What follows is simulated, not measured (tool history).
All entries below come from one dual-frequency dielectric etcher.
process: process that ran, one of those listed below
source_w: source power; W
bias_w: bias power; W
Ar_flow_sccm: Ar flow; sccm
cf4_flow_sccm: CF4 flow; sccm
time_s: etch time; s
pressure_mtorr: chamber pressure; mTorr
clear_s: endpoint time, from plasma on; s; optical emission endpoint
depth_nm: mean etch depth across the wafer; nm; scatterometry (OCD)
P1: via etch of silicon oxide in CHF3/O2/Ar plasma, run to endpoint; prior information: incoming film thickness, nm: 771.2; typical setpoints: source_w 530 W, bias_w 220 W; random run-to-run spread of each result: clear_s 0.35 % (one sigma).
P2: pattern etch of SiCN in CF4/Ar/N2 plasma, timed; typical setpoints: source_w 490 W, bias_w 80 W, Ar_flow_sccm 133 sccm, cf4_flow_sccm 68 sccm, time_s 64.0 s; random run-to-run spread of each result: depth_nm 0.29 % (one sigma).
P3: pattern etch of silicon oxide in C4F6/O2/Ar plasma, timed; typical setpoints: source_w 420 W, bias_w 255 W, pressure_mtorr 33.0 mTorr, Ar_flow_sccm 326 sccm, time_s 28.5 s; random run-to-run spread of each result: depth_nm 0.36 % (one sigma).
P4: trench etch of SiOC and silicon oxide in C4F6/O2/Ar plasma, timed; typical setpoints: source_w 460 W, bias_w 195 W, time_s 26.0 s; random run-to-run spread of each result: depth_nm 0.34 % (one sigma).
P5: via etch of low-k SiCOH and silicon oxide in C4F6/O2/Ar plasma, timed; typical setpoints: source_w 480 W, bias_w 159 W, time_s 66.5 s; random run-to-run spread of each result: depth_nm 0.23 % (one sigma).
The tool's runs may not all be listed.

| run | hour | process | source_w | bias_w | Ar_flow_sccm | cf4_flow_sccm | time_s | pressure_mtorr | clear_s | depth_nm |
|---|---|---|---|---|---|---|---|---|---|---|
| 1 | 13.5 | P1 | 530 | 220 |  |  |  |  | 383.43 |  |
| 2 | 27.3 | P2 | 490 | 80 | 133 | 46 | 64.0 |  |  | 56.740 |
| 3 | 42.7 | P3 | 420 | 255 | 326 |  | 28.5 | 33.0 |  | 101.130 |
| 4 | 57.2 | P2 | 490 | 80 | 108 | 68 | 64.0 |  |  | 61.800 |
| 5 | 71.1 | P1 | 530 | 306 |  |  |  |  | 340.69 |  |
| 6 | 80.3 | P5 | 480 | 159 |  |  | 66.5 |  |  | 192.630 |
| 7 | 87.6 | P3 | 420 | 327 | 326 |  | 28.5 | 33.0 |  | 109.660 |
| 8 | 96.2 | P2 | 490 | 113 | 133 | 68 | 64.0 |  |  | 68.270 |
| 9 | 110.2 | P1 | 730 | 169 |  |  |  |  | 371.24 |  |
| 10 | 121.9 | P1 | 530 | 220 |  |  |  |  | 383.17 |  |
| 11 | 138.3 | P4 | 280 | 195 |  |  | 26.0 |  |  | 47.925 |
| 12 | 149.0 | P4 | 460 | 195 |  |  | 26.0 |  |  | 58.193 |
| 13 | 165.4 | P3 | 420 | 255 | 326 |  | 19.0 | 33.0 |  | 67.636 |
| 14 | 175.1 | P4 | 460 | 195 |  |  | 16.5 |  |  | 36.768 |
| 15 | 191.5 | P1 | 530 | 220 |  |  |  |  | 382.55 |  |
| 16 | 198.8 | P1 | 530 | 137 |  |  |  |  | 450.05 |  |
| 17 | 215.2 | P1 | 530 | 220 |  |  |  |  | 383.05 |  |
| 18 | 225.7 | P4 | 460 | 270 |  |  | 26.0 |  |  | 64.879 |
| 19 | 241.9 | P3 | 420 | 255 | 326 |  | 28.5 | 39.5 |  | 98.962 |
| 20 | 251.5 | P1 | 410 | 220 |  |  |  |  | 423.85 |  |
| 21 | 263.8 | P1 | 530 | 220 |  |  |  |  | 382.78 |  |
| 22 | 279.6 | P5 | 480 | 206 |  |  | 66.5 |  |  | 208.330 |
| 23 | 294.2 | P2 | 310 | 80 | 133 | 68 | 64.0 |  |  | 40.321 |
| 24 | 309.2 | P2 | 490 | 80 | 133 | 68 | 64.0 |  |  | 60.020 |
| 25 | 320.3 | P3 | 420 | 255 | 430 |  | 28.5 | 33.0 |  | 97.900 |
| 26 | 331.0 | P1 | 710 | 220 |  |  |  |  | 343.08 |  |
| 27 | 341.4 | P2 | 490 | 80 | 133 | 68 | 89.5 |  |  | 83.788 |
| 28 | 349.6 | P3 | 500 | 255 | 326 |  | 28.5 | 33.0 |  | 107.870 |
| 29 | 365.2 | P5 | 590 | 159 |  |  | 66.5 |  |  | 208.890 |
| 30 | 377.0 | P5 | 480 | 159 |  |  | 87.0 |  |  | 251.970 |
| 31 | 387.7 | P1 | 530 | 220 |  |  |  |  | 381.23 |  |
| 32 | 401.3 | P1 | 530 | 220 |  |  |  |  | 385.76 |  |
| 33 | 415.2 | P1 | 530 | 220 |  |  |  |  | 385.92 |  |
| 34 | 425.9 | P1 | 530 | 220 |  |  |  |  | 386.73 |  |
| 35 | 435.1 | P1 | 530 | 220 |  |  |  |  | 386.32 |  |
| 36 | 443.6 | P1 | 530 | 220 |  |  |  |  | 388.75 |  |
| 37 | 456.1 | P1 | 530 | 220 |  |  |  |  | 388.47 |  |
| 38 | 469.6 | P1 | 530 | 220 |  |  |  |  | 385.72 |  |
|  | 472.0 | wet clean of the chamber |
| 39 | 479.0 | P1 | 530 | 220 |  |  |  |  | 388.15 |  |
| 40 | 487.9 | P1 | 530 | 220 |  |  |  |  | 389.15 |  |
| 41 | 503.0 | P1 | 530 | 220 |  |  |  |  | 389.64 |  |
| 42 | 516.6 | P1 | 530 | 220 |  |  |  |  | 388.23 |  |

Something has made what P1 gives creep away from where it was; the 2 causes below, each at its own stated size, fit the log equally well:
A: source power that arrives under what is set, % = 4.52
B: bias power that arrives under what is set, % = 4.85
The creep began at about hour 387.7.
Excluded causes, each with its reason:
chamber walls in a state that lowers the etch rate, %: serviced at hour 472.0, after the drift had started, without restoring the earlier output

Which of the 4 check runs listed below separates the causes, so that each cause would produce a clearly different result? Each run uses one wafer, and its results are marked with question marks.
| check 1 | 530.2 | P3 | 420 | 255 | 326 |  | 28.5 | 33.0 |  | ? |
| check 2 | 530.2 | P5 | 480 | 159 |  |  | 66.5 |  |  | ? |
| check 3 | 530.2 | P4 | 460 | 195 |  |  | 26.0 |  |  | ? |
| check 4 | 530.2 | P2 | 490 | 80 | 133 | 68 | 64.0 |  |  | ? |

If the cause were each of the candidates in turn, the checks would give the following:
| check | result | if A | if B |
|---|---|---|---|
| check 1 | depth_nm | 99.231 | 99.325 |
| check 2 | depth_nm | 188.820 | 189.430 |
| check 3 | depth_nm | 57.024 | 57.150 |
| check 4 | depth_nm | 57.609 | 58.889 |
Separation of the two closest causes in each check, using whichever result separates them best: check 1 0.1 %; check 2 0.33 %; check 3 0.22 %; check 4 2.2 %
Check 4 tells the causes apart: in the others they would give nearly the same result.

Here is what check 4 returned: depth_nm 59.066 nm. Which cause is it?

Of the candidate causes, it is B: bias power that arrives under what is set, %.

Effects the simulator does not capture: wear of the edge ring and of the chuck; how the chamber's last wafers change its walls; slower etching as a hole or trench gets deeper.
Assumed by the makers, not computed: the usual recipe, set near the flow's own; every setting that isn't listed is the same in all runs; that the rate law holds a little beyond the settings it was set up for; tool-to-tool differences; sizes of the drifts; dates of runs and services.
